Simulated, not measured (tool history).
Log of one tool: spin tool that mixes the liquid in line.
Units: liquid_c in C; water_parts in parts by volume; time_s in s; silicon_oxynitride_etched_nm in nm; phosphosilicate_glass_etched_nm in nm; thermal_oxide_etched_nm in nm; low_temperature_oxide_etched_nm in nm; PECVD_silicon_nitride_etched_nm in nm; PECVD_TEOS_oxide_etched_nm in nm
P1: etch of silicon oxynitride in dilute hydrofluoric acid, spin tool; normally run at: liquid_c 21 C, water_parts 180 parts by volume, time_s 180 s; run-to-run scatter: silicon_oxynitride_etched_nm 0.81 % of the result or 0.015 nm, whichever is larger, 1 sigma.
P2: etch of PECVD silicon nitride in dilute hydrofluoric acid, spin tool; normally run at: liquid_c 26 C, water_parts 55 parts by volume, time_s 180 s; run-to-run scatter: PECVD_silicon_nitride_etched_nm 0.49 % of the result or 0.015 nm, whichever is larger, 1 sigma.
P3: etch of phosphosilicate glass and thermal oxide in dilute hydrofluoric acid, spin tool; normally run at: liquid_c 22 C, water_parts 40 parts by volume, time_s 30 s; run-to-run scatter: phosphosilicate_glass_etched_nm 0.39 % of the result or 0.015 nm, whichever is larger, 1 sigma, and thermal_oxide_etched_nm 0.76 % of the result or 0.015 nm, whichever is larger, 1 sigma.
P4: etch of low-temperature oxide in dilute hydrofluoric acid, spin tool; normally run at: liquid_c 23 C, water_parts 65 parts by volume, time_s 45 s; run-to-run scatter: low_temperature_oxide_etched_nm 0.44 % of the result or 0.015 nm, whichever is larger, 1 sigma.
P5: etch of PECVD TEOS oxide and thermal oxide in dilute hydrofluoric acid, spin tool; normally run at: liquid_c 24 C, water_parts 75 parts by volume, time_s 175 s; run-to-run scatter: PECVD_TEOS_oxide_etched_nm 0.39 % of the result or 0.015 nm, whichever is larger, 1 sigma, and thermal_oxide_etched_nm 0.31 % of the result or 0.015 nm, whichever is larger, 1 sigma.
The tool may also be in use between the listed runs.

| run | hour | process | liquid_c | water_parts | time_s | hours since the thermometer was replaced | hours since the hydrofluoric acid flow meter was replaced | silicon_oxynitride_etched_nm | phosphosilicate_glass_etched_nm | thermal_oxide_etched_nm | low_temperature_oxide_etched_nm | PECVD_silicon_nitride_etched_nm | PECVD_TEOS_oxide_etched_nm |
|---|---|---|---|---|---|---|---|---|---|---|---|---|---|
| 1 | 9.6 | P1 | 21 | 180 | 180 | 780.5 | 615.7 | 3.2181 |  |  |  |  |  |
| 2 | 18.7 | P3 | 22 | 75 | 30 | 789.6 | 624.8 |  | 45.054 | 1.8008 |  |  |  |
| 3 | 33.6 | P1 | 21 | 180 | 180 | 804.5 | 639.7 | 3.1714 |  |  |  |  |  |
| 4 | 47.5 | P1 | 21 | 180 | 50 | 818.4 | 653.6 | 0.88455 |  |  |  |  |  |
| 5 | 63.6 | P3 | 22 | 40 | 30 | 834.5 | 669.7 |  | 88.046 | 3.6073 |  |  |  |
| 6 | 77 | P3 | 29.5 | 40 | 30 | 847.9 | 683.1 |  | 120.63 | 4.8294 |  |  |  |
| 7 | 91.8 | P4 | 23 | 65 | 20 | 862.7 | 697.9 |  |  |  | 10.917 |  |  |
| 8 | 107.9 | P2 | 26 | 55 | 180 | 878.8 | 714 |  |  |  |  | 21.091 |  |
| 9 | 119.2 | P5 | 24 | 25 | 175 | 890.1 | 725.3 |  |  | 36.383 |  |  | 167.13 |
| 10 | 128.5 | P1 | 21 | 180 | 180 | 899.4 | 734.6 | 3.2042 |  |  |  |  |  |
| 11 | 144.7 | P1 | 21 | 275 | 180 | 915.6 | 750.8 | 1.9278 |  |  |  |  |  |
| 12 | 152.7 | P5 | 24 | 75 | 175 | 923.6 | 758.8 |  |  | 11.358 |  |  | 52.292 |
| 13 | 169.6 | P4 | 23 | 65 | 45 | 940.5 | 775.7 |  |  |  | 24.978 |  |  |
| 14 | 184.8 | P1 | 21 | 90 | 180 | 955.7 | 790.9 | 6.8629 |  |  |  |  |  |
| 15 | 199.6 | P1 | 21 | 180 | 180 | 970.5 | 805.7 | 3.1663 |  |  |  |  |  |
| 16 | 212.8 | P4 | 23 | 65 | 45 | 983.7 | 818.9 |  |  |  | 24.742 |  |  |
| 17 | 224.8 | P3 | 22 | 40 | 15 | 995.7 | 830.9 |  | 44.536 | 1.7652 |  |  |  |
| 18 | 239.2 | P4 | 17 | 65 | 45 | 1010.1 | 845.3 |  |  |  | 19.237 |  |  |
| 19 | 246.8 | P1 | 21 | 180 | 290 | 1017.7 | 852.9 | 5.2198 |  |  |  |  |  |
| 20 | 261.8 | P1 | 17 | 70 | 180 | 1032.7 | 867.9 | 7.2831 |  |  |  |  |  |
| 21 | 274.2 | P2 | 26 | 55 | 30 | 1045.1 | 880.3 |  |  |  |  | 3.5433 |  |
| 22 | 288.1 | P2 | 26 | 20 | 180 | 1059 | 894.2 |  |  |  |  | 55.889 |  |
| 23 | 296.6 | P1 | 21 | 180 | 180 | 1067.5 | 902.7 | 3.206 |  |  |  |  |  |
| 24 | 307.6 | P1 | 17 | 180 | 85 | 1078.5 | 913.7 | 1.2566 |  |  |  |  |  |
| 25 | 324.2 | P5 | 29.5 | 75 | 175 | 1095.1 | 930.3 |  |  | 14.172 |  |  | 65.03 |
| 26 | 336.7 | P1 | 17 | 180 | 180 | 1107.6 | 942.8 | 2.6795 |  |  |  |  |  |
| 27 | 345.2 | P2 | 18.5 | 55 | 180 | 1116.1 | 951.3 |  |  |  |  | 12.561 |  |
| 28 | 353.9 | P1 | 26.5 | 180 | 180 | 1124.8 | 960 | 4.0833 |  |  |  |  |  |
| 29 | 365.8 | P5 | 24 | 75 | 55 | 1136.7 | 971.9 |  |  | 3.5901 |  |  | 16.39 |
| 30 | 373.4 | P1 | 17 | 180 | 285 | 1144.3 | 979.5 | 4.2047 |  |  |  |  |  |
|  | 379.9 | hydrofluoric acid flow meter replaced |
| 31 | 384.4 | P3 | 22 | 40 | 30 | 1155.3 | 4.6 |  | 88.348 | 3.6072 |  |  |  |
| 32 | 393 | P4 | 23 | 35 | 45 | 1163.9 | 13.2 |  |  |  | 47.985 |  |  |
| 33 | 407.7 | P5 | 24 | 75 | 175 | 1178.6 | 27.9 |  |  | 11.418 |  |  | 52.352 |
| 34 | 416.3 | P1 | 21 | 180 | 180 | 1187.2 | 36.5 | 3.1846 |  |  |  |  |  |
| 35 | 428.3 | P1 | 21 | 180 | 180 | 1199.2 | 48.5 | 3.175 |  |  |  |  |  |
| 36 | 436.1 | P1 | 21 | 180 | 180 | 1207 | 56.3 | 3.1159 |  |  |  |  |  |
| 37 | 445.7 | P1 | 21 | 180 | 180 | 1216.6 | 65.9 | 3.0825 |  |  |  |  |  |
| 38 | 459.4 | P1 | 21 | 180 | 180 | 1230.3 | 79.6 | 2.9971 |  |  |  |  |  |
| 39 | 473.6 | P1 | 21 | 180 | 180 | 1244.5 | 93.8 | 3.0121 |  |  |  |  |  |
| 40 | 489.8 | P1 | 21 | 180 | 180 | 1260.7 | 110 | 2.9412 |  |  |  |  |  |
| 41 | 503.5 | P1 | 21 | 180 | 180 | 1274.4 | 123.7 | 2.9713 |  |  |  |  |  |
| 42 | 515.4 | P1 | 21 | 180 | 180 | 1286.3 | 135.6 | 2.9579 |  |  |  |  |  |

Run 43 comes next. What will it give?
| 43 | 527.1 | P1 | 21 | 180 | 180 | 1298 | 147.3 | ? |  |  |  |  |  |

Run 43 gave silicon_oxynitride_etched_nm 2.9324 nm.
